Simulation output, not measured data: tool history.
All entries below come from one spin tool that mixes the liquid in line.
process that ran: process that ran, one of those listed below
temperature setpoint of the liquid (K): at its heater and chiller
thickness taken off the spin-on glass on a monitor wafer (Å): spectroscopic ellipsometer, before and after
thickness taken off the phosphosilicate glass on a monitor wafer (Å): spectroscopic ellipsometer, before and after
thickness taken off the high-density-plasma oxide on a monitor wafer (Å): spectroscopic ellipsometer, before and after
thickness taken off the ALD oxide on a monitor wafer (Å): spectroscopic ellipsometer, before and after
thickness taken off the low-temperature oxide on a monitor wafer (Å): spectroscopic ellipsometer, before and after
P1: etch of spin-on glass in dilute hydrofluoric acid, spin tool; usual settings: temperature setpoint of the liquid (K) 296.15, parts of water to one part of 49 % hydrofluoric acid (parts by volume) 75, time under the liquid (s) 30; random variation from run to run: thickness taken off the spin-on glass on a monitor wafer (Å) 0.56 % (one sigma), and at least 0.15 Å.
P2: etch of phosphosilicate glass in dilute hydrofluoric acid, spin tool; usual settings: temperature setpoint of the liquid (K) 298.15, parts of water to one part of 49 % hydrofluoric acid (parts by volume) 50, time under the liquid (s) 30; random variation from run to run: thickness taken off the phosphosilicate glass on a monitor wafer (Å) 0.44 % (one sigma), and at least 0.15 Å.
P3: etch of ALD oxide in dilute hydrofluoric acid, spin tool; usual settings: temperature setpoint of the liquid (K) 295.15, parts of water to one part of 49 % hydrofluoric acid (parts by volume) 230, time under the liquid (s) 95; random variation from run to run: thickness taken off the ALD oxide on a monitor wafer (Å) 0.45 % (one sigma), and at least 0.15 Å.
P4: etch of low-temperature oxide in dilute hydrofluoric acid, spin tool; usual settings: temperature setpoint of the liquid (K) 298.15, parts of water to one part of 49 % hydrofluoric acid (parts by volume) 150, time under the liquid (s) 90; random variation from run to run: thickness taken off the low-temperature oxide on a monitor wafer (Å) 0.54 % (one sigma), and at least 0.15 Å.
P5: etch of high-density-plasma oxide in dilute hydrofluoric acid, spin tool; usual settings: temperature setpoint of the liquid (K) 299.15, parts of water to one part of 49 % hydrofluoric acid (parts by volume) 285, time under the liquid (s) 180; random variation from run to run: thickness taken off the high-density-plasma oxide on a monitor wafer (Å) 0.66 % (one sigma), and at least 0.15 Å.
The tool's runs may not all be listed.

run,day,process that ran,temperature setpoint of the liquid (K),parts of water to one part of 49 % hydrofluoric acid (parts by volume),time under the liquid (s),hours since the thermometer was replaced,hours since the hydrofluoric acid flow meter was replaced,thickness taken off the spin-on glass on a monitor wafer (Å),thickness taken off the phosphosilicate glass on a monitor wafer (Å),thickness taken off the high-density-plasma oxide on a monitor wafer (Å),thickness taken off the ALD oxide on a monitor wafer (Å),thickness taken off the low-temperature oxide on a monitor wafer (Å)
1,0.2,P1,296.15,75,30,400.4,703.6,171.53,,,,
2,0.642,P1,296.15,20,30,411,714.2,692.65,,,,
3,0.983,P2,298.15,50,30,419.2,722.4,,636.94,,,
4,1.229,P2,298.15,50,60,425.1,728.3,,1278.4,,,
5,1.458,P5,299.15,285,180,430.6,733.8,,,42.619,,
6,1.858,P1,296.15,75,15,440.2,743.4,85.493,,,,
7,2.288,P3,295.15,230,95,450.5,753.7,,,,77.154,
8,2.667,P1,296.15,120,30,459.6,762.8,102.38,,,,
9,3.054,P2,293.15,50,30,468.9,772.1,,518.9,,,
10,3.417,P1,296.15,75,60,477.6,780.8,343.29,,,,
11,3.738,P3,295.15,55,95,485.3,788.5,,,,392.55,
12,4.075,P4,298.15,150,15,493.4,796.6,,,,,17.684
13,4.304,P1,291.65,75,30,498.9,802.1,142.17,,,,
14,4.617,P4,290.15,150,90,506.4,809.6,,,,,79.159
15,4.867,P2,298.15,50,30,512.4,815.6,,635.8,,,
16,5.079,P1,296.15,75,30,517.5,820.7,172.04,,,,
17,5.508,P1,296.15,75,30,527.8,831,170.33,,,,
18,5.892,P1,301.65,75,50,537,840.2,356.63,,,,
19,6.338,P1,291.65,125,30,547.7,850.9,80.758,,,,
20,6.546,P2,298.15,85,30,552.7,855.9,,360.57,,,
21,6.758,P1,296.15,75,30,557.8,861,170.87,,,,
22,7.033,P3,302.15,230,95,564.4,867.6,,,,99.789,
23,7.462,P1,296.15,75,30,574.7,877.9,173.52,,,,
24,7.796,P1,304.15,75,30,582.7,885.9,233.26,,,,
25,8.067,P3,295.15,230,95,589.2,892.4,,,,77.327,
26,8.329,P5,299.15,285,65,595.5,898.7,,,15.443,,
27,8.542,P4,298.15,55,90,600.6,903.8,,,,,332
28,8.9,P5,299.15,440,180,609.2,912.4,,,23.669,,
29,9.162,P1,290.15,45,30,615.5,918.7,230.08,,,,
30,9.521,P3,295.15,230,15,624.1,927.3,,,,11.983,
31,9.9,P4,298.15,150,90,633.2,936.4,,,,,107.53
32,10.117,P5,299.15,285,180,638.4,941.6,,,42.139,,
33,10.438,P5,305.15,285,180,646.1,949.3,,,51.664,,
34,10.683,P1,296.15,75,30,652,955.2,173.13,,,,
35,11.117,P1,296.15,75,30,662.4,965.6,181.07,,,,
36,11.408,P1,296.15,75,30,669.4,972.6,182.6,,,,
37,11.608,P1,296.15,75,30,674.2,977.4,181.98,,,,
38,11.871,P1,296.15,75,30,680.5,983.7,186.53,,,,
39,12.221,P1,296.15,75,30,688.9,992.1,187.02,,,,
40,12.604,P1,296.15,75,30,698.1,1001.3,185.55,,,,

Predict the results of run 41:
41,12.933,P1,296.15,75,30,706,1009.2,?,,,,

Run 41 produced thickness taken off the spin-on glass on a monitor wafer (Å) 186.5.
